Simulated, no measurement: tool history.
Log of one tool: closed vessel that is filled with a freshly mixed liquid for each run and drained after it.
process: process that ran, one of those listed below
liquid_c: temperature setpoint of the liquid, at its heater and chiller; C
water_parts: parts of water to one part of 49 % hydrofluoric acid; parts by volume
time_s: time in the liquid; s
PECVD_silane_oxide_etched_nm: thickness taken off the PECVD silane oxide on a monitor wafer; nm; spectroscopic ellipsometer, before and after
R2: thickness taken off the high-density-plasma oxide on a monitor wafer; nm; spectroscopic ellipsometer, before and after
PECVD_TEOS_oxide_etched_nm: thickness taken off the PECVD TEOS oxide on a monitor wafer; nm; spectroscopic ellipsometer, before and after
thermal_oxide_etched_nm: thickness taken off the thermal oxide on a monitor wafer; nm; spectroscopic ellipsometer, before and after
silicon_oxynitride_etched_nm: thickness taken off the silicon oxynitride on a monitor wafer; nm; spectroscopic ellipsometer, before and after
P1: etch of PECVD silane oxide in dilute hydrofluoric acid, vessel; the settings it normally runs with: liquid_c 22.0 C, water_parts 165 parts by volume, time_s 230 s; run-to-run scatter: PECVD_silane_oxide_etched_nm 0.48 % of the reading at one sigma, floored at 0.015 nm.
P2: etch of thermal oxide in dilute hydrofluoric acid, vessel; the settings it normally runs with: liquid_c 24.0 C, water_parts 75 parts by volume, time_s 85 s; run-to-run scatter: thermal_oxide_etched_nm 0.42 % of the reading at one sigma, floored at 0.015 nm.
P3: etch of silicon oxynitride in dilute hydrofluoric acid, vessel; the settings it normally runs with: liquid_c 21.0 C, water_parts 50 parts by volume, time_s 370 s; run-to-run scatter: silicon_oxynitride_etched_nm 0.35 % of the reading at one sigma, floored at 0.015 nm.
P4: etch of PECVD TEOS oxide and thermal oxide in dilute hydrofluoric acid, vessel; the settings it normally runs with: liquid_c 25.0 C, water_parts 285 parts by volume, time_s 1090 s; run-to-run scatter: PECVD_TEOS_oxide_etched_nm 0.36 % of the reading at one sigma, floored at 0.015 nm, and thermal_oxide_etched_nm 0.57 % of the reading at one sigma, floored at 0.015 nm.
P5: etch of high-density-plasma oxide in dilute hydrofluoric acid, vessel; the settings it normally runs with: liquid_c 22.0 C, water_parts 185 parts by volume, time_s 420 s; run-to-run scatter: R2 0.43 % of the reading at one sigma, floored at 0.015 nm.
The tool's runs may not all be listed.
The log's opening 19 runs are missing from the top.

{"run": 20, "hour": 119.5, "process": "P1", "liquid_c": 22.0, "water_parts": 165, "time_s": 230, "PECVD_silane_oxide_etched_nm": 27.14}
{"run": 21, "hour": 128.1, "process": "P5", "liquid_c": 29.5, "water_parts": 185, "time_s": 420, "R2": 17.156}
{"run": 22, "hour": 134.9, "process": "P1", "liquid_c": 18.0, "water_parts": 165, "time_s": 230, "PECVD_silane_oxide_etched_nm": 22.995}
{"run": 23, "hour": 139.0, "process": "P4", "liquid_c": 25.0, "water_parts": 285, "time_s": 1090, "PECVD_TEOS_oxide_etched_nm": 34.982, "thermal_oxide_etched_nm": 15.396}
{"run": 24, "hour": 146.5, "process": "P4", "liquid_c": 17.0, "water_parts": 285, "time_s": 1090, "PECVD_TEOS_oxide_etched_nm": 26.025, "thermal_oxide_etched_nm": 11.379}
{"run": 25, "hour": 152.0, "process": "P1", "liquid_c": 22.0, "water_parts": 65, "time_s": 230, "PECVD_silane_oxide_etched_nm": 77.225}
{"run": 26, "hour": 159.4, "process": "P2", "liquid_c": 24.0, "water_parts": 75, "time_s": 170, "thermal_oxide_etched_nm": 11.856}
{"run": 27, "hour": 165.2, "process": "P5", "liquid_c": 22.0, "water_parts": 110, "time_s": 420, "R2": 23.744}
{"run": 28, "hour": 172.9, "process": "P5", "liquid_c": 22.0, "water_parts": 185, "time_s": 420, "R2": 12.986}
{"run": 29, "hour": 177.6, "process": "P1", "liquid_c": 28.5, "water_parts": 165, "time_s": 230, "PECVD_silane_oxide_etched_nm": 34.51}
{"run": 30, "hour": 181.4, "process": "P2", "liquid_c": 24.0, "water_parts": 30, "time_s": 85, "thermal_oxide_etched_nm": 15.745}
{"run": 31, "hour": 189.9, "process": "P1", "liquid_c": 22.0, "water_parts": 260, "time_s": 130, "PECVD_silane_oxide_etched_nm": 8.8068}
{"run": 32, "hour": 195.7, "process": "P1", "liquid_c": 22.0, "water_parts": 165, "time_s": 230, "PECVD_silane_oxide_etched_nm": 27.224}
{"run": 33, "hour": 200.4, "process": "P1", "liquid_c": 22.0, "water_parts": 165, "time_s": 230, "PECVD_silane_oxide_etched_nm": 27.782}
{"run": 34, "hour": 207.5, "process": "P1", "liquid_c": 22.0, "water_parts": 165, "time_s": 230, "PECVD_silane_oxide_etched_nm": 27.877}
{"run": 35, "hour": 213.6, "process": "P1", "liquid_c": 22.0, "water_parts": 165, "time_s": 230, "PECVD_silane_oxide_etched_nm": 28.558}

What will run 36 give?
{"run": 36, "hour": 221.4, "process": "P1", "liquid_c": 22.0, "water_parts": 165, "time_s": 230, "PECVD_silane_oxide_etched_nm": "?"}

{"run 36": {"PECVD_silane_oxide_etched_nm": 28.785}}
